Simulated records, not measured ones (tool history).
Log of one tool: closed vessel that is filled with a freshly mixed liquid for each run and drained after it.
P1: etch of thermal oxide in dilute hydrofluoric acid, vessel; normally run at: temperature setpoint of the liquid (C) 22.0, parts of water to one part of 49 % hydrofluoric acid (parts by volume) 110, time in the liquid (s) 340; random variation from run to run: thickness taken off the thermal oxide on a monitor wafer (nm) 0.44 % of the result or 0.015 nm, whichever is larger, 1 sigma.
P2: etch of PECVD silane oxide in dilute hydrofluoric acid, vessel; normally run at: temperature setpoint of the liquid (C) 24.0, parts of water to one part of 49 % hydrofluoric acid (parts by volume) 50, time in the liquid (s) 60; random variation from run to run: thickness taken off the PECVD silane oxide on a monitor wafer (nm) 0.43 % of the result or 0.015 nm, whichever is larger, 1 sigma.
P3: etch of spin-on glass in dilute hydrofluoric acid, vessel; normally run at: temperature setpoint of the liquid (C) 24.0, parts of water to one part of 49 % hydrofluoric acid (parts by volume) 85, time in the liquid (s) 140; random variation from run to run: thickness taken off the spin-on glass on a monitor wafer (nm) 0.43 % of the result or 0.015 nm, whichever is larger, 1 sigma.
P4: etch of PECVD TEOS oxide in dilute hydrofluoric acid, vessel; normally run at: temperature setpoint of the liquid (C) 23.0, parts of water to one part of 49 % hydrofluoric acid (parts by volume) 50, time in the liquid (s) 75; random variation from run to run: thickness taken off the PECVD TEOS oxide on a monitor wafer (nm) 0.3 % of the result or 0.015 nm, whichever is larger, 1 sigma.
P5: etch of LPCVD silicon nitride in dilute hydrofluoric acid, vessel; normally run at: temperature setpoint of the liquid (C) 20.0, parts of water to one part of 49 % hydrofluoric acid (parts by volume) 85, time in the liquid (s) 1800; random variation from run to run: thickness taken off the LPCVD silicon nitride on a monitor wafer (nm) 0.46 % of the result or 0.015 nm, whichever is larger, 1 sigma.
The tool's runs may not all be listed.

| run | day | process that ran | temperature setpoint of the liquid (C) | parts of water to one part of 49 % hydrofluoric acid (parts by volume) | time in the liquid (s) | hours since the thermometer was replaced | hours since the hydrofluoric acid flow meter was replaced | thickness taken off the thermal oxide on a monitor wafer (nm) | thickness taken off the PECVD TEOS oxide on a monitor wafer (nm) | thickness taken off the spin-on glass on a monitor wafer (nm) | thickness taken off the PECVD silane oxide on a monitor wafer (nm) | thickness taken off the LPCVD silicon nitride on a monitor wafer (nm) |
|---|---|---|---|---|---|---|---|---|---|---|---|---|
| 1 | 0.608 | P1 | 22.0 | 110 | 340 | 681.6 | 615.4 | 13.3380 |  |  |  |  |
| 2 | 0.962 | P1 | 28.5 | 110 | 340 | 690.1 | 623.9 | 17.3850 |  |  |  |  |
| 3 | 1.575 | P4 | 23.0 | 50 | 135 | 704.8 | 638.6 |  | 61.560 |  |  |  |
| 4 | 2.108 | P1 | 22.0 | 195 | 340 | 717.6 | 651.4 | 6.8635 |  |  |  |  |
| 5 | 2.667 | P1 | 22.0 | 110 | 340 | 731.0 | 664.8 | 13.4490 |  |  |  |  |
| 6 | 3.242 | P4 | 23.0 | 50 | 75 | 744.8 | 678.6 |  | 33.967 |  |  |  |
| 7 | 3.875 | P1 | 22.0 | 65 | 340 | 760.0 | 693.8 | 24.0590 |  |  |  |  |
| 8 | 4.362 | P3 | 24.0 | 85 | 140 | 771.7 | 705.5 |  |  | 58.429 |  |  |
| 9 | 5.017 | P1 | 28.0 | 70 | 340 | 787.4 | 721.2 | 28.1430 |  |  |  |  |
| 10 | 5.529 | P1 | 17.0 | 110 | 340 | 799.7 | 733.5 | 10.8870 |  |  |  |  |
| 11 | 6.150 | P4 | 23.0 | 85 | 75 | 814.6 | 748.4 |  | 19.177 |  |  |  |
| 12 | 6.462 | P3 | 24.0 | 85 | 30 | 822.1 | 755.9 |  |  | 12.428 |  |  |
| 13 | 7.038 | P2 | 24.0 | 50 | 90 | 835.9 | 769.7 |  |  |  | 57.618 |  |
| 14 | 7.512 | P4 | 23.0 | 50 | 75 | 847.3 | 781.1 |  | 33.887 |  |  |  |
| 15 | 8.008 | P1 | 22.0 | 110 | 340 | 859.2 | 793.0 | 13.3580 |  |  |  |  |
| 16 | 8.479 | P2 | 24.0 | 75 | 60 | 870.5 | 804.3 |  |  |  | 24.718 |  |
|  | 8.567 | hydrofluoric acid flow meter replaced |
| 17 | 8.988 | P1 | 22.0 | 110 | 650 | 882.7 | 10.2 | 25.7020 |  |  |  |  |
| 18 | 9.279 | P5 | 20.0 | 85 | 160 | 889.7 | 17.2 |  |  |  |  | 0.78222 |
| 19 | 9.562 | P5 | 20.0 | 85 | 1800 | 896.5 | 24.0 |  |  |  |  | 8.83600 |
| 20 | 10.038 | P1 | 22.0 | 55 | 655 | 907.9 | 35.4 | 54.8200 |  |  |  |  |
| 21 | 10.696 | P5 | 27.5 | 85 | 1800 | 923.7 | 51.2 |  |  |  |  | 14.46800 |
| 22 | 11.300 | P1 | 22.0 | 110 | 340 | 938.2 | 65.7 | 13.4650 |  |  |  |  |
| 23 | 11.767 | P2 | 24.0 | 50 | 60 | 949.4 | 76.9 |  |  |  | 38.432 |  |
| 24 | 12.408 | P2 | 18.5 | 50 | 60 | 964.8 | 92.3 |  |  |  | 30.431 |  |
| 25 | 12.854 | P1 | 22.0 | 110 | 45 | 975.5 | 103.0 | 1.8237 |  |  |  |  |
| 26 | 13.379 | P3 | 24.0 | 130 | 140 | 988.1 | 115.6 |  |  | 35.992 |  |  |
| 27 | 13.679 | P2 | 24.0 | 50 | 60 | 995.3 | 122.8 |  |  |  | 38.411 |  |
| 28 | 14.200 | P5 | 20.0 | 85 | 1800 | 1007.8 | 135.3 |  |  |  |  | 8.74050 |
| 29 | 14.579 | P1 | 22.0 | 110 | 340 | 1016.9 | 144.4 | 13.3990 |  |  |  |  |
| 30 | 15.154 | P1 | 22.0 | 110 | 340 | 1030.7 | 158.2 | 13.3730 |  |  |  |  |
| 31 | 15.725 | P5 | 20.0 | 20 | 1800 | 1044.4 | 171.9 |  |  |  |  | 35.71100 |
| 32 | 16.250 | P4 | 27.5 | 50 | 75 | 1057.0 | 184.5 |  | 40.912 |  |  |  |
| 33 | 16.750 | P3 | 31.5 | 85 | 140 | 1069.0 | 196.5 |  |  | 77.647 |  |  |
| 34 | 17.104 | P1 | 22.0 | 110 | 340 | 1077.5 | 205.0 | 13.3920 |  |  |  |  |
| 35 | 17.467 | P1 | 22.0 | 110 | 340 | 1086.2 | 213.7 | 12.9320 |  |  |  |  |
| 36 | 17.883 | P1 | 22.0 | 110 | 340 | 1096.2 | 223.7 | 12.6500 |  |  |  |  |
| 37 | 18.262 | P1 | 22.0 | 110 | 340 | 1105.3 | 232.8 | 12.4250 |  |  |  |  |
| 38 | 18.758 | P1 | 22.0 | 110 | 340 | 1117.2 | 244.7 | 12.2700 |  |  |  |  |
| 39 | 19.267 | P1 | 22.0 | 110 | 340 | 1129.4 | 256.9 | 12.2330 |  |  |  |  |
| 40 | 19.888 | P1 | 22.0 | 110 | 340 | 1144.3 | 271.8 | 12.2860 |  |  |  |  |

What P1 gives has crept away from where it was. These 2 causes fit the log equally well, each at the size given:
A: liquid colder than its thermometer reads (K) = 2.31
B: hydrofluoric acid flow below the setpoint (%) = 7.92
The creep began at about day 17.104.

4 check runs are offered, one wafer each, their results left as question marks. Which one tells the causes apart?
| check 1 | 20.508 | P2 | 24.0 | 70 | 60 |  |  |  |  |  | ? |  |
| check 2 | 20.508 | P4 | 23.0 | 65 | 115 |  |  |  | ? |  |  |  |
| check 3 | 20.508 | P3 | 24.0 | 85 | 35 |  |  |  |  | ? |  |  |
| check 4 | 20.508 | P5 | 26.0 | 50 | 1800 |  |  |  |  |  |  | ? |

What each check would give under each cause:
| check | result | if A | if B |
|---|---|---|---|
| check 1 | thickness taken off the PECVD silane oxide on a monitor wafer (nm) | 24.234 | 24.338 |
| check 2 | thickness taken off the PECVD TEOS oxide on a monitor wafer (nm) | 35.744 | 35.962 |
| check 3 | thickness taken off the spin-on glass on a monitor wafer (nm) | 13.249 | 13.273 |
| check 4 | thickness taken off the LPCVD silicon nitride on a monitor wafer (nm) | 18.92300 | 20.37100 |
How far apart the two closest causes lie, in the result that separates them most: check 1 0.43 %; check 2 0.61 %; check 3 0.18 %; check 4 7.37 %
Only check 4 tells the causes apart: in the others they would give nearly the same result.

Then check 4 was run and gave: thickness taken off the LPCVD silicon nitride on a monitor wafer (nm) 20.31600. Which cause is it?

It is B: hydrofluoric acid flow below the setpoint (%).

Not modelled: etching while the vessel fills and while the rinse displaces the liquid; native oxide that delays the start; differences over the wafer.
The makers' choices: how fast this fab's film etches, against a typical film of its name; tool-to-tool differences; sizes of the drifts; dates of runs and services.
